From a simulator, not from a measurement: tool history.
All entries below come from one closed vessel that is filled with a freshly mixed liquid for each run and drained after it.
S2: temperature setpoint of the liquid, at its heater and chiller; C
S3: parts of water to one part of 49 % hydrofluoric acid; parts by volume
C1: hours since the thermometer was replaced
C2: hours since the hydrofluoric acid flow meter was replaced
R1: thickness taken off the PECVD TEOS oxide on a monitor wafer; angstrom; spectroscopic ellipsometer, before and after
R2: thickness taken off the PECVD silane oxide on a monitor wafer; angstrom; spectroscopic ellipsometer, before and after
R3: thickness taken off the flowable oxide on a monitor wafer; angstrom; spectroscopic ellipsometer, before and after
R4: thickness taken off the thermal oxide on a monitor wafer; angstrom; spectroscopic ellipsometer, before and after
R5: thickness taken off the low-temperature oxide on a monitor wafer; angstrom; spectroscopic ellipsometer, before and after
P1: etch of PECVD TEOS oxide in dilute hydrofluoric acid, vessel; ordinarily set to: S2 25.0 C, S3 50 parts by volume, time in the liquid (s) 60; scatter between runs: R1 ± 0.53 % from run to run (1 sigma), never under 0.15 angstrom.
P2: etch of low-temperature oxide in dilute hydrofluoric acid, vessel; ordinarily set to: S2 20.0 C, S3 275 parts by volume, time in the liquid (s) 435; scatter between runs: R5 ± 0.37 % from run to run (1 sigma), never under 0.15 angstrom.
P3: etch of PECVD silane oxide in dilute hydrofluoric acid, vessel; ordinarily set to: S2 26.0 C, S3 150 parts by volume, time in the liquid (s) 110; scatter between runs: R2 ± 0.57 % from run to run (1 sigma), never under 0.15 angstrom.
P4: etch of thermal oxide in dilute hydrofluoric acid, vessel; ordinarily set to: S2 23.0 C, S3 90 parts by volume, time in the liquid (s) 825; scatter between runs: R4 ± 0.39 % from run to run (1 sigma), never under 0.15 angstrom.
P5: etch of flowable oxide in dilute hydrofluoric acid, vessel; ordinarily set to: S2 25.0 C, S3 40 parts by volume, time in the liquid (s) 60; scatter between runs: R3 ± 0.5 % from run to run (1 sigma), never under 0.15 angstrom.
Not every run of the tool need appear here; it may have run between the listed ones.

{"run": 1, "hour": 7.7, "process that ran": "P1", "S2": 25.0, "S3": 50, "time in the liquid (s)": 60, "C1": 565.4, "C2": 330.5, "R1": 372.44}
{"run": 2, "hour": 12.5, "process that ran": "P3", "S2": 19.5, "S3": 150, "time in the liquid (s)": 110, "C1": 570.2, "C2": 335.3, "R2": 98.362}
{"run": 3, "hour": 19.6, "process that ran": "P5", "S2": 25.0, "S3": 40, "time in the liquid (s)": 60, "C1": 577.3, "C2": 342.4, "R3": 447.05}
{"run": 4, "hour": 25.8, "process that ran": "P4", "S2": 23.0, "S3": 90, "time in the liquid (s)": 825, "C1": 583.5, "C2": 348.6, "R4": 437.46}
{"run": 5, "hour": 30.7, "process that ran": "P2", "S2": 27.0, "S3": 275, "time in the liquid (s)": 435, "C1": 588.4, "C2": 353.5, "R5": 330.66}
{"run": 6, "hour": 36.8, "process that ran": "P1", "S2": 25.0, "S3": 50, "time in the liquid (s)": 60, "C1": 594.5, "C2": 359.6, "R1": 376.25}
{"run": 7, "hour": 45.1, "process that ran": "P3", "S2": 26.0, "S3": 150, "time in the liquid (s)": 110, "C1": 602.8, "C2": 367.9, "R2": 125.74}
{"run": 8, "hour": 52.9, "process that ran": "P2", "S2": 20.0, "S3": 275, "time in the liquid (s)": 435, "C1": 610.6, "C2": 375.7, "R5": 256.88}
{"run": 9, "hour": 60.4, "process that ran": "P5", "S2": 20.0, "S3": 40, "time in the liquid (s)": 60, "C1": 618.1, "C2": 383.2, "R3": 357.13}
{"run": 10, "hour": 68.8, "process that ran": "P3", "S2": 26.0, "S3": 45, "time in the liquid (s)": 110, "C1": 626.5, "C2": 391.6, "R2": 478.68}
{"run": 11, "hour": 73.9, "process that ran": "P5", "S2": 25.0, "S3": 40, "time in the liquid (s)": 30, "C1": 631.6, "C2": 396.7, "R3": 220.37}
{"run": 12, "hour": 79.0, "process that ran": "P2", "S2": 20.0, "S3": 275, "time in the liquid (s)": 435, "C1": 636.7, "C2": 401.8, "R5": 257.72}
{"run": 13, "hour": 86.8, "process that ran": "P1", "S2": 25.0, "S3": 85, "time in the liquid (s)": 60, "C1": 644.5, "C2": 409.6, "R1": 209.99}
{"run": 14, "hour": 90.9, "process that ran": "P1", "S2": 25.0, "S3": 50, "time in the liquid (s)": 60, "C1": 648.6, "C2": 413.7, "R1": 374.38}
{"run": 15, "hour": 96.2, "process that ran": "P4", "S2": 23.0, "S3": 90, "time in the liquid (s)": 1635, "C1": 653.9, "C2": 419.0, "R4": 863.44}
{"run": 16, "hour": 103.8, "process that ran": "P3", "S2": 26.0, "S3": 150, "time in the liquid (s)": 110, "C1": 661.5, "C2": 426.6, "R2": 123.96}
{"run": 17, "hour": 110.5, "process that ran": "P1", "S2": 25.0, "S3": 20, "time in the liquid (s)": 60, "C1": 668.2, "C2": 433.3, "R1": 980.76}
{"run": 18, "hour": 114.6, "process that ran": "P1", "S2": 25.0, "S3": 50, "time in the liquid (s)": 60, "C1": 672.3, "C2": 437.4, "R1": 377.04}
{"run": 19, "hour": 119.2, "process that ran": "P4", "S2": 23.0, "S3": 20, "time in the liquid (s)": 825, "C1": 676.9, "C2": 442.0, "R4": 2147.7}
{"run": 20, "hour": 126.5, "process that ran": "P1", "S2": 25.0, "S3": 50, "time in the liquid (s)": 60, "C1": 684.2, "C2": 449.3, "R1": 374.37}
{"run": 21, "hour": 130.4, "process that ran": "P1", "S2": 31.5, "S3": 50, "time in the liquid (s)": 60, "C1": 688.1, "C2": 453.2, "R1": 489.33}
{"run": 22, "hour": 138.9, "process that ran": "P5", "S2": 25.0, "S3": 55, "time in the liquid (s)": 60, "C1": 696.6, "C2": 461.7, "R3": 315.21}
{"run": 23, "hour": 146.0, "process that ran": "P1", "S2": 25.0, "S3": 50, "time in the liquid (s)": 60, "C1": 703.7, "C2": 468.8, "R1": 372.82}
{"run": 24, "hour": 153.0, "process that ran": "P3", "S2": 26.0, "S3": 150, "time in the liquid (s)": 195, "C1": 710.7, "C2": 475.8, "R2": 219.64}
{"run": 25, "hour": 160.6, "process that ran": "P1", "S2": 25.0, "S3": 50, "time in the liquid (s)": 60, "C1": 718.3, "C2": 483.4, "R1": 375.46}
{"run": 26, "hour": 168.1, "process that ran": "P4", "S2": 17.0, "S3": 90, "time in the liquid (s)": 825, "C1": 725.8, "C2": 490.9, "R4": 339.78}
{"run": 27, "hour": 172.9, "process that ran": "P2", "S2": 20.0, "S3": 275, "time in the liquid (s)": 805, "C1": 730.6, "C2": 495.7, "R5": 480.56}
{"run": 28, "hour": 179.3, "process that ran": "P1", "S2": 33.0, "S3": 65, "time in the liquid (s)": 60, "C1": 737.0, "C2": 502.1, "R1": 385.42}
{"run": 29, "hour": 188.0, "process that ran": "P1", "S2": 25.0, "S3": 50, "time in the liquid (s)": 110, "C1": 745.7, "C2": 510.8, "R1": 680.66}
{"run": 30, "hour": 196.4, "process that ran": "P1", "S2": 25.0, "S3": 50, "time in the liquid (s)": 30, "C1": 754.1, "C2": 519.2, "R1": 187.88}
{"run": 31, "hour": 201.6, "process that ran": "P1", "S2": 18.5, "S3": 50, "time in the liquid (s)": 30, "C1": 759.3, "C2": 524.4, "R1": 141.97}
{"run": 32, "hour": 206.9, "process that ran": "P2", "S2": 20.0, "S3": 480, "time in the liquid (s)": 435, "C1": 764.6, "C2": 529.7, "R5": 125.6}
{"run": 33, "hour": 213.7, "process that ran": "P1", "S2": 21.0, "S3": 50, "time in the liquid (s)": 60, "C1": 771.4, "C2": 536.5, "R1": 318.01}
{"run": 34, "hour": 221.9, "process that ran": "P1", "S2": 25.0, "S3": 50, "time in the liquid (s)": 60, "C1": 779.6, "C2": 544.7, "R1": 374.61}
{"run": 35, "hour": 229.6, "process that ran": "P1", "S2": 25.0, "S3": 50, "time in the liquid (s)": 60, "C1": 787.3, "C2": 552.4, "R1": 363.53}
{"run": 36, "hour": 237.7, "process that ran": "P1", "S2": 25.0, "S3": 50, "time in the liquid (s)": 60, "C1": 795.4, "C2": 560.5, "R1": 353.54}
{"run": 37, "hour": 243.1, "process that ran": "P1", "S2": 25.0, "S3": 50, "time in the liquid (s)": 60, "C1": 800.8, "C2": 565.9, "R1": 350.27}
{"run": 38, "hour": 251.7, "process that ran": "P1", "S2": 25.0, "S3": 50, "time in the liquid (s)": 60, "C1": 809.4, "C2": 574.5, "R1": 347.56}
{"run": 39, "hour": 259.5, "process that ran": "P1", "S2": 25.0, "S3": 50, "time in the liquid (s)": 60, "C1": 817.2, "C2": 582.3, "R1": 345.21}
{"run": 40, "hour": 267.9, "process that ran": "P1", "S2": 25.0, "S3": 50, "time in the liquid (s)": 60, "C1": 825.6, "C2": 590.7, "R1": 343.56}
{"run": 41, "hour": 272.2, "process that ran": "P1", "S2": 25.0, "S3": 50, "time in the liquid (s)": 60, "C1": 829.9, "C2": 595.0, "R1": 346.72}
{"run": 42, "hour": 276.4, "process that ran": "P1", "S2": 25.0, "S3": 50, "time in the liquid (s)": 60, "C1": 834.1, "C2": 599.2, "R1": 343.75}
{"run": 43, "hour": 282.4, "process that ran": "P1", "S2": 25.0, "S3": 50, "time in the liquid (s)": 60, "C1": 840.1, "C2": 605.2, "R1": 342.1}
{"run": 44, "hour": 289.5, "process that ran": "P1", "S2": 25.0, "S3": 50, "time in the liquid (s)": 60, "C1": 847.2, "C2": 612.3, "R1": 344.28}
{"run": 45, "hour": 296.0, "process that ran": "P1", "S2": 25.0, "S3": 50, "time in the liquid (s)": 60, "C1": 853.7, "C2": 618.8, "R1": 342.6}

P1 no longer gives what it gave before; its output has crept away from where it was. The following 2 causes, each at its listed size, fit the log equally well:
A: liquid colder than its thermometer reads (K) = 2.19
B: hydrofluoric acid flow below the setpoint (%) = 8.06
The drift started at roughly hour 221.9.

Which of the 4 check runs listed below separates the causes, so that each cause would produce a clearly different result? Each run uses one wafer, and its results are marked with question marks.
{"run": "check 1", "hour": 302.5, "process that ran": "P5", "S2": 20.5, "S3": 40, "time in the liquid (s)": 60, "R3": "?"}
{"run": "check 2", "hour": 302.5, "process that ran": "P3", "S2": 26.0, "S3": 60, "time in the liquid (s)": 190, "R2": "?"}
{"run": "check 3", "hour": 302.5, "process that ran": "P2", "S2": 27.0, "S3": 480, "time in the liquid (s)": 435, "R5": "?"}
{"run": "check 4", "hour": 302.5, "process that ran": "P4", "S2": 23.0, "S3": 90, "time in the liquid (s)": 1615, "R4": "?"}

If the cause were each of the candidates in turn, the checks would give the following:
check=check_1 result=R3 if_A=332.47 if_B=334.37
check=check_2 result=R2 if_A=558.830 if_B=557.460
check=check_3 result=R5 if_A=145.42 if_B=137.82
check=check_4 result=R4 if_A=780.48 if_B=776.94
Gap, in per cent, between the two causes that each check separates least, read from the result that separates them most: check 1 0.57 %; check 2 0.25 %; check 3 5.37 %; check 4 0.45 %
Only check 3 tells the causes apart: in the others they would give nearly the same result.

Then check 3 was run and gave: R5 137.57 angstrom. Which cause is it?

B is the cause: hydrofluoric acid flow below the setpoint (%).
